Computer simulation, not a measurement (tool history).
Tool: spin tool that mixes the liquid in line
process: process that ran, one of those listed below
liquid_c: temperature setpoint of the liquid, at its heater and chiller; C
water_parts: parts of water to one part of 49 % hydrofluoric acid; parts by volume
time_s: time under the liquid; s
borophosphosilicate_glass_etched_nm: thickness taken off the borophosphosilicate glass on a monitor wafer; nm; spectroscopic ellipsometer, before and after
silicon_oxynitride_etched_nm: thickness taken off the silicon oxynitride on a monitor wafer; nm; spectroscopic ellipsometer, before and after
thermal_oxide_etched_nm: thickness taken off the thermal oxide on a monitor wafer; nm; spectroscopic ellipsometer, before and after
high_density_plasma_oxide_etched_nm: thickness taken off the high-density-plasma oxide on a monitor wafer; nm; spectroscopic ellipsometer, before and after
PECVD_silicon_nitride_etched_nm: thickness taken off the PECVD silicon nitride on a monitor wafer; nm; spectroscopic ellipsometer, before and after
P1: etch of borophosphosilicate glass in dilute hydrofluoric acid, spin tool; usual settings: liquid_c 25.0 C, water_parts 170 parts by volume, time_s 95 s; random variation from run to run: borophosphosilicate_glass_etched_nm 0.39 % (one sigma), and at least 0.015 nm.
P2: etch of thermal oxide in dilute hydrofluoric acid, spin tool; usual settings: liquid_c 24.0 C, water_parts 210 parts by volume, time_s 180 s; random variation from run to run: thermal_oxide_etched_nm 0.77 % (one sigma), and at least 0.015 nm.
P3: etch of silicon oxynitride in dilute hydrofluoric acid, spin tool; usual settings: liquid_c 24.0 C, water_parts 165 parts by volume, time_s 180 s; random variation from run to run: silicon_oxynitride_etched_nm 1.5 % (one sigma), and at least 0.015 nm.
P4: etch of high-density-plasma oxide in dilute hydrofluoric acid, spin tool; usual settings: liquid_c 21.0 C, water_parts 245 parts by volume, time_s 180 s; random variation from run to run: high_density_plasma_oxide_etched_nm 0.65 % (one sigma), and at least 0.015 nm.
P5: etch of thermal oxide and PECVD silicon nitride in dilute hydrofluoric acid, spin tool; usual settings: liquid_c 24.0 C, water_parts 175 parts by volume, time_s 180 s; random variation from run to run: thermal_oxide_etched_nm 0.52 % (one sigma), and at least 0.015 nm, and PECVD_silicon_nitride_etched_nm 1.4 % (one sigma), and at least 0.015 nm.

run	hour	process	liquid_c	water_parts	time_s	hours since the thermometer was replaced	hours since the hydrofluoric acid flow meter was replaced	borophosphosilicate_glass_etched_nm	silicon_oxynitride_etched_nm	thermal_oxide_etched_nm	high_density_plasma_oxide_etched_nm	PECVD_silicon_nitride_etched_nm
1	13.9	P1	25.0	170	95	699.1	116.3	21.7480				
2	21.8	P3	24.0	225	180	707.0	124.2		1.1634			
3	32.8	P1	19.5	290	95	718.0	135.2	9.2478				
4	45.6	P1	33.0	170	95	730.8	148.0	29.0400				
5	59.6	P1	25.0	35	95	744.8	162.0	125.6300				
6	70.9	P1	25.0	170	95	756.1	173.3	21.8350				
7	79.9	P2	18.5	210	180	765.1	182.3			2.9661		
8	90.2	P4	21.0	245	180	775.4	192.6				3.6826	
# hour 96.7: hydrofluoric acid flow meter replaced
9	96.8	P2	24.0	210	180	782.0	0.2			3.6249		
10	105.8	P4	21.0	245	325	791.0	9.2				6.6802	
11	114.6	P1	29.5	170	180	799.8	18.0	48.4040				
12	124.1	P5	31.5	175	180	809.3	27.5			6.1433		2.8739
13	134.0	P4	21.0	55	180	819.2	37.4				20.1430	
14	145.1	P2	24.0	210	180	830.3	48.5			3.5639		
15	155.0	P3	32.0	165	180	840.2	58.4		2.2641			
16	163.2	P1	25.0	170	40	848.4	66.6	9.1855				
17	176.2	P2	24.0	345	180	861.4	79.6			1.9076		
18	187.0	P1	25.0	170	95	872.2	90.4	21.7110				
19	194.0	P5	24.0	175	180	879.2	97.4			4.6937		1.7712
20	205.8	P1	25.0	170	95	891.0	109.2	21.7300				
21	218.0	P1	25.0	170	170	903.2	121.4	39.2280				
22	229.4	P3	24.0	165	180	914.6	132.8		1.6327			
23	238.7	P3	24.0	165	295	923.9	142.1		2.6569			
24	253.6	P4	28.0	245	180	938.8	157.0				4.7394	
25	262.3	P1	25.0	240	95	947.5	165.7	14.2380				
26	275.6	P2	24.0	210	15	960.8	179.0			0.3153		
27	283.1	P1	25.0	95	165	968.3	186.5	74.4570				
28	293.8	P5	24.0	175	315	979.0	197.2			8.3096		3.1027
29	303.6	P5	24.0	175	180	988.8	207.0			4.6764		1.7946
30	316.9	P5	24.0	95	180	1002.1	220.3			9.5429		3.2828
31	324.8	P1	18.5	170	95	1010.0	228.2	16.9250				
32	332.5	P1	25.0	170	95	1017.7	235.9	21.7180				
33	339.3	P1	25.0	170	95	1024.5	242.7	21.9710				
34	349.5	P1	25.0	170	95	1034.7	252.9	21.2920				
35	362.3	P1	25.0	170	95	1047.5	265.7	20.8290				
36	370.7	P1	25.0	170	95	1055.9	274.1	20.7430				
37	384.5	P1	25.0	170	95	1069.7	287.9	20.3500				
38	392.6	P1	25.0	170	95	1077.8	296.0	20.3570				
39	407.5	P1	25.0	170	95	1092.7	310.9	20.3370				
40	419.1	P1	25.0	170	95	1104.3	322.5	20.1100				
41	427.4	P1	25.0	170	95	1112.6	330.8	20.1690				
42	433.8	P1	25.0	170	95	1119.0	337.2	20.2410				
43	442.9	P1	25.0	170	95	1128.1	346.3	20.0930				
44	456.5	P1	25.0	170	95	1141.7	359.9	20.1740				

What P1 gives has crept away from where it was. These 2 causes fit the log equally well, each at the size given:
A: hydrofluoric acid flow below the setpoint (%) = 6.34
B: liquid colder than its thermometer reads (K) = 2.09
The creep began at about hour 339.3.

4 check runs are offered, each on 3 wafers whose results are averaged, their results left as question marks. Which one tells the causes apart?
check 1	470.1	P3	27.5	165	245				?			
check 2	470.1	P5	30.5	115	180					?		?
check 3	470.1	P4	21.0	165	180						?	
check 4	470.1	P2	24.0	330	180					?		

What each check would give under each cause:
check	result	if A	if B
check 1	silicon_oxynitride_etched_nm	2.3759	2.3344
check 2	thermal_oxide_etched_nm	9.0889	9.0752
check 2	PECVD_silicon_nitride_etched_nm	3.7871	3.5505
check 3	high_density_plasma_oxide_etched_nm	5.5186	5.4892
check 4	thermal_oxide_etched_nm	1.8774	1.9042
How far apart the two closest causes lie, in the result that separates them most: check 1 1.76 %; check 2 6.45 %; check 3 0.53 %; check 4 1.42 %
Check 2 tells the causes apart: in the others they would give nearly the same result.

Then check 2 was run and gave: thermal_oxide_etched_nm 9.0761 nm; PECVD_silicon_nitride_etched_nm 3.5545 nm. Which cause is it?

It is B: liquid colder than its thermometer reads (K).
